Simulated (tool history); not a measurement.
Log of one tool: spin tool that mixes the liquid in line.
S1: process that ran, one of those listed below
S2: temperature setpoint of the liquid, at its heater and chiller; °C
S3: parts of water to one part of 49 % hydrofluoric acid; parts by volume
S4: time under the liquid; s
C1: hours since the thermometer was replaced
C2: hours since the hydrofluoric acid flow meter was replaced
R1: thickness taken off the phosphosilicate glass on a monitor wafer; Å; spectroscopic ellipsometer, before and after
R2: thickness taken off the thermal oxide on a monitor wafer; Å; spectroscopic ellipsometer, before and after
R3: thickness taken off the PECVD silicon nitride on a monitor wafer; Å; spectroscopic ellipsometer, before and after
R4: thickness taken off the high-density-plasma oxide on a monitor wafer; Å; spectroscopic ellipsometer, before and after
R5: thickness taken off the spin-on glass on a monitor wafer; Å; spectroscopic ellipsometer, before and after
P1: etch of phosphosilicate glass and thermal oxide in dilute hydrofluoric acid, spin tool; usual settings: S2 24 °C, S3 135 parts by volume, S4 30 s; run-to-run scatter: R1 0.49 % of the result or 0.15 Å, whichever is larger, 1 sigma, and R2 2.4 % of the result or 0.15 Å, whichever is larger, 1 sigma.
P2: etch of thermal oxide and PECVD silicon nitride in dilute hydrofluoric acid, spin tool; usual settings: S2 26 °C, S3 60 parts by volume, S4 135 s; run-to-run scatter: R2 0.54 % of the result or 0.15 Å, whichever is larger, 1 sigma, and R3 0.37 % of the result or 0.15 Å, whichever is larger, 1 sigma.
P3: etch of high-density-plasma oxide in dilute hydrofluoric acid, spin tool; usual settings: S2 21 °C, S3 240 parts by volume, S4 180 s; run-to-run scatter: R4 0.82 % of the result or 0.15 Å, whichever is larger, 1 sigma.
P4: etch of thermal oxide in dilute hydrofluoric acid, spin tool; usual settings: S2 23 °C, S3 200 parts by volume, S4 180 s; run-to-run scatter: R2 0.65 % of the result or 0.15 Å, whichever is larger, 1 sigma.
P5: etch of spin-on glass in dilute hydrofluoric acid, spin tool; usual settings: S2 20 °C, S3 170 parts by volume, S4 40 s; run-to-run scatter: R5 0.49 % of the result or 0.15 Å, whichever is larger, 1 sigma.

run   hour  S1    S2   S3   S4     C1     C2      R1      R2      R3      R4      R5
  1   12.6  P1    24  135   30  656.3  409.1  199.07  11.266
  2   19.1  P1    17  135   30  662.8  415.6  151.46  8.0887
  3   27.8  P2    26   60   15  671.5  424.3          13.898  8.9081
  4   35.7  P3    21  240  180  679.4  432.2                          29.785
  5   43.6  P1  29.5  135   30  687.3  440.1   247.6  12.994
  6   53.5  P5    27  170   40  697.2    450                                  90.938
  7   63.9  P3    27  240  180  707.6  460.4                          37.312
  8   69.6  P4    23  200   45  713.3  466.1          8.8941
  9   78.3  P1    24  135   15    722  474.8  100.24  5.0785
 10   86.7  P1    17  135   15  730.4  483.2  75.954  3.8647
 11   96.4  P1    24  220   45  740.1  492.9  168.36  8.7955
 12  107.7  P2  33.5   60  135  751.4  504.2          164.28  128.17
 13  116.1  P5    20  170   40  759.8  512.6                                  69.933
 14  126.5  P4    18  200  180  770.2    523          28.719
 15  135.5  P4    23  200  180  779.2    532          35.187
 16  143.5  P4    23  365  180  787.2    540          16.459
 17  154.9  P1    24  135   30  798.6  551.4   201.8  10.663
 18  167.5  P1    24  250   30  811.2    564  94.739   4.832
 19  175.1  P5    20   40   40  818.8  571.6                                  344.03
 20  182.5  P1    24  135   30  826.2    579  197.98  9.9965
 21  194.2  P1    24  135   30  837.9  590.7  200.98  10.871
 22  206.2  P1    24  135   55  849.9  602.7   366.6   19.28
 23  215.3  P1    24  135   30    859  611.8   199.9   10.29
 24  227.2  P1    24   60   30  870.9  623.7   497.1  26.018
 25  237.8  P3    21   70  180  881.5  634.3                          122.75
 26  243.8  P4    23  200  180  887.5  640.3          35.389
 27  255.8  P2    26   90  135  899.5  652.3          78.358  53.311
 28  268.1  P5    20  170   60  911.8  664.6                                  105.51
 29  274.1  P5    20  170   40  917.8  670.6                                  69.668
 30  284.4  P3    21  240  325  928.1  680.9                          53.839
 31    291  P2    26   60  135  934.7  687.5          121.48  78.648
 32  303.6  P1    24  135   30  947.3  700.1   201.7  10.212
 33  310.6  P1    24  135   30  954.3  707.1  205.13  10.856
 34  319.9  P1    24  135   30  963.6  716.4  210.88  11.637
 35  327.6  P1    24  135   30  971.3  724.1   210.1  11.194
 36  334.4  P1    24  135   30  978.1  730.9  211.22  11.074
 37    347  P1    24  135   30  990.7  743.5  213.64  11.647
 38  352.9  P1    24  135   30  996.6  749.4  212.17  11.523

What P1 gives has crept away from where it was. These 2 causes fit the log equally well, each at the size given:
A: liquid hotter than its thermometer reads (K) = 1.45
B: hydrofluoric acid flow above the setpoint (%) = 4.92
The creep began at about hour 303.6.

4 check runs are offered, one wafer each, their results left as question marks. Which one tells the causes apart?
check 1  358.8  P4  23  200  180               ?
check 2  358.8  P2  26   60  135               ?   ?
check 3  358.8  P3  21  240  180                       ?
check 4  358.8  P5  20  170   40                           ?

What each check would give under each cause:
  check  result    if A    if B
check 1      R2  37.086  37.242
check 2      R2  129.64  128.85
check 2      R3   86.72   82.65
check 3      R4   31.67  31.838
check 4      R5  74.195  74.163
How far apart the two closest causes lie, in the result that separates them most: check 1 0.42 %; check 2 4.81 %; check 3 0.53 %; check 4 0.04 %
Only check 2 tells the causes apart: in the others they would give nearly the same result.

Then check 2 was run and gave: R2 127.96 Å; R3 82.375 Å. Which cause is it?

It is B: hydrofluoric acid flow above the setpoint (%).

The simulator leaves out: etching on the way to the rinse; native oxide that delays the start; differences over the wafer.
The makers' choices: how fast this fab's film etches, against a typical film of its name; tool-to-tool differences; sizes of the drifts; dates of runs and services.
